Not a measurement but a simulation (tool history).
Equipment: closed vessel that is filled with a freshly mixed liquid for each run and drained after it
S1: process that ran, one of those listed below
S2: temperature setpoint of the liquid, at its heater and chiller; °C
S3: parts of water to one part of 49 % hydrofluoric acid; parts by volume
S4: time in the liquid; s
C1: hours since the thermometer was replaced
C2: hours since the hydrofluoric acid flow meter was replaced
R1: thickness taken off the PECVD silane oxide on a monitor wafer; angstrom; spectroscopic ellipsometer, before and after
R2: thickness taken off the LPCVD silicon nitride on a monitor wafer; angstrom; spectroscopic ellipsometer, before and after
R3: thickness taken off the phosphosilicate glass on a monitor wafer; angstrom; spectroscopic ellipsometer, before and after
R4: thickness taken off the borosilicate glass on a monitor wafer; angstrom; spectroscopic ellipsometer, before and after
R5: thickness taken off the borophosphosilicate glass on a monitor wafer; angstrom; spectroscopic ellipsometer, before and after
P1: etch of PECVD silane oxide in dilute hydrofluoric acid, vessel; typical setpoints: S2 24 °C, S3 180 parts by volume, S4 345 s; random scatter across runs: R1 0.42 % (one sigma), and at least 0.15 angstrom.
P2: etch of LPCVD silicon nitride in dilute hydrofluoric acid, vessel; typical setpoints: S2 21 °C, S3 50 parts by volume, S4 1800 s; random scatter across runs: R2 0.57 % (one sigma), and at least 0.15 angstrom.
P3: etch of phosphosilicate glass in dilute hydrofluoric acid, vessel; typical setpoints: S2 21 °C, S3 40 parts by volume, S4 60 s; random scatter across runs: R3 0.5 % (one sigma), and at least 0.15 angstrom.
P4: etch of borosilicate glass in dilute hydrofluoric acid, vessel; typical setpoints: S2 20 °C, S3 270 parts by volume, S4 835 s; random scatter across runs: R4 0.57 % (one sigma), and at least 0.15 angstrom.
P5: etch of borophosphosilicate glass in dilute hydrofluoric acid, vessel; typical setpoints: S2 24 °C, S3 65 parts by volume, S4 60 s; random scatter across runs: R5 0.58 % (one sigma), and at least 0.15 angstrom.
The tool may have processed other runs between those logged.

{"run": 1, "hour": 16.8, "S1": "P1", "S2": 24, "S3": 180, "S4": 345, "C1": 1131.4, "C2": 404, "R1": 263.88}
{"run": 2, "hour": 25.1, "S1": "P1", "S2": 24, "S3": 180, "S4": 345, "C1": 1139.7, "C2": 412.3, "R1": 264.03}
{"run": 3, "hour": 35.2, "S1": "P2", "S2": 21, "S3": 50, "S4": 3085, "C1": 1149.8, "C2": 422.4, "R2": 219.98}
{"run": 4, "hour": 45.0, "S1": "P1", "S2": 24, "S3": 180, "S4": 345, "C1": 1159.6, "C2": 432.2, "R1": 263.62}
{"run": 5, "hour": 62.0, "S1": "P2", "S2": 21, "S3": 50, "S4": 1800, "C1": 1176.6, "C2": 449.2, "R2": 129.89}
{"run": 6, "hour": 80.1, "S1": "P1", "S2": 29, "S3": 180, "S4": 345, "C1": 1194.7, "C2": 467.3, "R1": 315.59}
{"run": 7, "hour": 88.3, "S1": "P1", "S2": 24, "S3": 305, "S4": 130, "C1": 1202.9, "C2": 475.5, "R1": 51.518}
{"run": 8, "hour": 100.8, "S1": "P1", "S2": 24, "S3": 180, "S4": 180, "C1": 1215.4, "C2": 488, "R1": 136.44}
{"run": 9, "hour": 112.1, "S1": "P3", "S2": 21, "S3": 40, "S4": 60, "C1": 1226.7, "C2": 499.3, "R3": 2651.5}
{"run": 10, "hour": 128.5, "S1": "P1", "S2": 19, "S3": 300, "S4": 345, "C1": 1243.1, "C2": 515.7, "R1": 117.37}
{"run": 11, "hour": 146.4, "S1": "P1", "S2": 24, "S3": 95, "S4": 345, "C1": 1261, "C2": 533.6, "R1": 553.83}
{"run": 12, "hour": 163.2, "S1": "P3", "S2": 21, "S3": 40, "S4": 30, "C1": 1277.8, "C2": 550.4, "R3": 1309.2}
{"run": 13, "hour": 180.3, "S1": "P4", "S2": 20, "S3": 455, "S4": 835, "C1": 1294.9, "C2": 567.5, "R4": 275.99}
{"run": 14, "hour": 197.3, "S1": "P3", "S2": 21, "S3": 75, "S4": 60, "C1": 1311.9, "C2": 584.5, "R3": 1348.5}
{"run": 15, "hour": 210.1, "S1": "P4", "S2": 20, "S3": 270, "S4": 835, "C1": 1324.7, "C2": 597.3, "R4": 545.96}
{"run": 16, "hour": 219.0, "S1": "P1", "S2": 24, "S3": 180, "S4": 520, "C1": 1333.6, "C2": 606.2, "R1": 396.59}
{"run": 17, "hour": 236.1, "S1": "P3", "S2": 29.5, "S3": 40, "S4": 60, "C1": 1350.7, "C2": 623.3, "R3": 3737.4}
{"run": 18, "hour": 244.2, "S1": "P5", "S2": 24, "S3": 65, "S4": 60, "C1": 1358.8, "C2": 631.4, "R5": 383.1}
{"run": 19, "hour": 253.9, "S1": "P2", "S2": 17, "S3": 50, "S4": 1800, "C1": 1368.5, "C2": 641.1, "R2": 98.129}
{"run": 20, "hour": 270.4, "S1": "P5", "S2": 24, "S3": 65, "S4": 110, "C1": 1385, "C2": 657.6, "R5": 701.05}
{"run": 21, "hour": 286.1, "S1": "P1", "S2": 24, "S3": 180, "S4": 345, "C1": 1400.7, "C2": 673.3, "R1": 263.43}
{"run": 22, "hour": 300.6, "S1": "P4", "S2": 20, "S3": 270, "S4": 155, "C1": 1415.2, "C2": 687.8, "R4": 101.58}
{"run": 23, "hour": 318.4, "S1": "P1", "S2": 24, "S3": 180, "S4": 345, "C1": 1433, "C2": 705.6, "R1": 263.25}
{"run": 24, "hour": 335.4, "S1": "P2", "S2": 21, "S3": 25, "S4": 1800, "C1": 1450, "C2": 722.6, "R2": 255.27}
{"run": 25, "hour": 351.2, "S1": "P5", "S2": 24, "S3": 100, "S4": 60, "C1": 1465.8, "C2": 738.4, "R5": 239.05}
{"run": 26, "hour": 361.6, "S1": "P1", "S2": 24, "S3": 180, "S4": 345, "C1": 1476.2, "C2": 748.8, "R1": 262.39}
{"run": 27, "hour": 379.5, "S1": "P4", "S2": 17, "S3": 270, "S4": 835, "C1": 1494.1, "C2": 766.7, "R4": 490.26}
{"run": 28, "hour": 393.7, "S1": "P5", "S2": 32.5, "S3": 65, "S4": 60, "C1": 1508.3, "C2": 780.9, "R5": 532.13}
{"run": 29, "hour": 408.4, "S1": "P1", "S2": 24, "S3": 180, "S4": 345, "C1": 1523, "C2": 795.6, "R1": 262.28}
{"run": 30, "hour": 419.8, "S1": "P1", "S2": 24, "S3": 275, "S4": 345, "C1": 1534.4, "C2": 807, "R1": 156.77}
{"run": 31, "hour": 433.8, "S1": "P1", "S2": 17, "S3": 180, "S4": 345, "C1": 1548.4, "C2": 821, "R1": 200.65}

Estimate the outcome of run 32 from the log above:
{"run": 32, "hour": 450.2, "S1": "P1", "S2": 24, "S3": 180, "S4": 345, "C1": 1564.8, "C2": 837.4, "R1": "?"}

Run 32 produced R1 264.02 angstrom.

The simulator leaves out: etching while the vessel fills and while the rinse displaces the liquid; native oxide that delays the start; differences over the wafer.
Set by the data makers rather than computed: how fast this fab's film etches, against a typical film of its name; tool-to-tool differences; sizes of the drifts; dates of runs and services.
